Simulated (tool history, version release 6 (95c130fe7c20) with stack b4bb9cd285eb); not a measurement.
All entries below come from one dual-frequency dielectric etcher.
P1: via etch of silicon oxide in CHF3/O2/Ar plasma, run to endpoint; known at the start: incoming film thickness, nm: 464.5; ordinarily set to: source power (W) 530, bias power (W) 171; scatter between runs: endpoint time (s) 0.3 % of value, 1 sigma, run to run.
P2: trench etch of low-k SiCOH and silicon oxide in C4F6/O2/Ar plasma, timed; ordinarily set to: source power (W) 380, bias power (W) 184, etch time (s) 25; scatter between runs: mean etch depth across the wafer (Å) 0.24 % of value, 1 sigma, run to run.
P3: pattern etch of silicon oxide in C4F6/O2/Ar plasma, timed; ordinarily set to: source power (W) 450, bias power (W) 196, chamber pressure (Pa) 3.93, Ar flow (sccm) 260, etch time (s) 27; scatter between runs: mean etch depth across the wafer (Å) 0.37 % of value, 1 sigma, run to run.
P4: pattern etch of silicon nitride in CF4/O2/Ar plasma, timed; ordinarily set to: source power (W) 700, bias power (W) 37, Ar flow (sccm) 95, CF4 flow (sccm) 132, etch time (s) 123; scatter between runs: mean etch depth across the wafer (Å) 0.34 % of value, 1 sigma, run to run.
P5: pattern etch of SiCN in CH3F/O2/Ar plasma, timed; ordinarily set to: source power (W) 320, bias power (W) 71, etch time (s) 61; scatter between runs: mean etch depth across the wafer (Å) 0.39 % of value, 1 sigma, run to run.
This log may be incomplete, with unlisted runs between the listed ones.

run,hour,process that ran,source power (W),bias power (W),etch time (s),Ar flow (sccm),CF4 flow (sccm),chamber pressure (Pa),hours since the last wet clean,hours since the last source power generator calibration,hours since the last bias power generator calibration,endpoint time (s),mean etch depth across the wafer (Å)
1,11.8,P1,530,171,,,,,399.4,193.8,3059,246.37,
2,20.4,P5,320,71,61,,,,408,202.4,3067.6,,215.75
3,33.2,P2,520,184,25,,,,420.8,215.2,3080.4,,914.51
4,42.6,P5,320,71,44,,,,430.2,224.6,3089.8,,154.04
5,54.3,P1,720,171,,,,,441.9,236.3,3101.5,219.24,
6,61.4,P1,630,105,,,,,449,243.4,3108.6,268.28,
7,72.7,P4,700,37,67.5,95,132,,460.3,254.7,3119.9,,1596.5
8,84.6,P3,370,196,27,260,,3.93,472.2,266.6,3131.8,,852.66
9,94,P1,530,171,,,,,481.6,276,3141.2,246.24,
10,107.1,P3,450,196,27,353,,3.93,494.7,289.1,3154.3,,887.75
11,117.6,P1,320,171,,,,,505.2,299.6,3164.8,301.18,
12,130.5,P1,530,171,,,,,518.1,312.5,3177.7,245.52,
13,142.5,P1,740,116,,,,,530.1,324.5,3189.7,245.5,
14,155.6,P2,380,232,25,,,,543.2,337.6,3202.8,,869.51
15,163.7,P3,450,196,27,260,,3.93,551.3,345.7,3210.9,,917.47
16,176.3,P5,320,45,61,,,,563.9,358.3,3223.5,,183.48
17,184.9,P1,530,171,,,,,572.5,366.9,3232.1,247.27,
18,194.3,P5,410,71,61,,,,581.9,376.3,3241.5,,235.38
19,203.1,P3,450,257,27,260,,3.93,590.7,385.1,3250.3,,1008.9
20,212.1,P1,530,111,,,,,599.7,394.1,3259.3,284.2,
21,218.7,P3,450,196,27,260,,5.6,606.3,400.7,3265.9,,885.24
22,229,P1,530,228,,,,,616.6,411,3276.2,223.05,
23,236.6,P3,450,196,38,260,,3.93,624.2,418.6,3283.8,,1301.4
24,249.4,P2,380,184,14,,,,637,431.4,3296.6,,451.71
25,257.8,P1,530,171,,,,,645.4,439.8,3305,247.74,
26,270.1,P4,700,37,123,95,88,,657.7,452.1,3317.3,,2769.2
27,278.8,P4,700,37,123,95,132,,666.4,460.8,3326,,2911.2
28,286,P1,530,171,,,,,673.6,468,3333.2,245.41,
29,293.1,P4,700,37,123,135,132,,680.7,475.1,3340.3,,2788
30,303,P4,700,22,123,95,132,,690.6,485,3350.2,,2493
31,315.4,P4,550,37,123,95,132,,703,497.4,3362.6,,2355.1
32,328.1,P2,380,184,25,,,,715.7,510.1,3375.3,,805.04
33,334.9,P1,530,171,,,,,722.5,516.9,3382.1,245.36,
34,344.1,P1,530,171,,,,,731.7,526.1,3391.3,246.43,
35,354.2,P1,530,171,,,,,741.8,536.2,3401.4,245.27,
36,363.7,P1,530,171,,,,,751.3,545.7,3410.9,243.79,
# hour 364.8: wet clean of the chamber
37,375.1,P1,530,171,,,,,10.3,557.1,3422.3,243.16,
38,381.9,P1,530,171,,,,,17.1,563.9,3429.1,242.37,
39,388.9,P1,530,171,,,,,24.1,570.9,3436.1,242.3,
40,398.1,P1,530,171,,,,,33.3,580.1,3445.3,241.78,

The log shows P1 creeping away from where it was. Any of the 2 causes listed here, at the size stated for it, fits the log just as well as the others:
A: bias power that arrives over what is set, % = 4.62
B: source power that arrives over what is set, % = 4.06
Creep in the process output first set in at about hour 334.9.
Each remaining cause and why it is not a fit:
chamber walls in a state that raises the etch rate, %: serviced at hour 364.8, which brought nothing back

You are offered 4 check runs, listed below with question marks in place of their results; each one averages 2 wafers. Which run separates the listed causes by giving clearly different results for each?
check 1,407.3,P3,450,196,27,260,,3.93,,,,,?
check 2,407.3,P4,700,37,123,95,132,,,,,,?
check 3,407.3,P2,380,184,25,,,,,,,,?
check 4,407.3,P5,320,71,61,,,,,,,,?

Predicted outcomes, by check and by cause:
check,result,if A,if B
check 1,mean etch depth across the wafer (Å),938.11,939.05
check 2,mean etch depth across the wafer (Å),2965.3,3026.9
check 3,mean etch depth across the wafer (Å),816.29,817.12
check 4,mean etch depth across the wafer (Å),217.85,217.55
Per-check spread between the two closest causes, in the result where they differ most: check 1 0.1 %; check 2 2.06 %; check 3 0.1 %; check 4 0.13 %
Of the check runs offered, only check 2 discriminates between the causes; the rest would read about the same regardless of which cause applies.

Check 2 was carried out, with these results: mean etch depth across the wafer (Å) 3034.1. Which of the listed causes is responsible?

The correct cause is B, namely: source power that arrives over what is set, %.
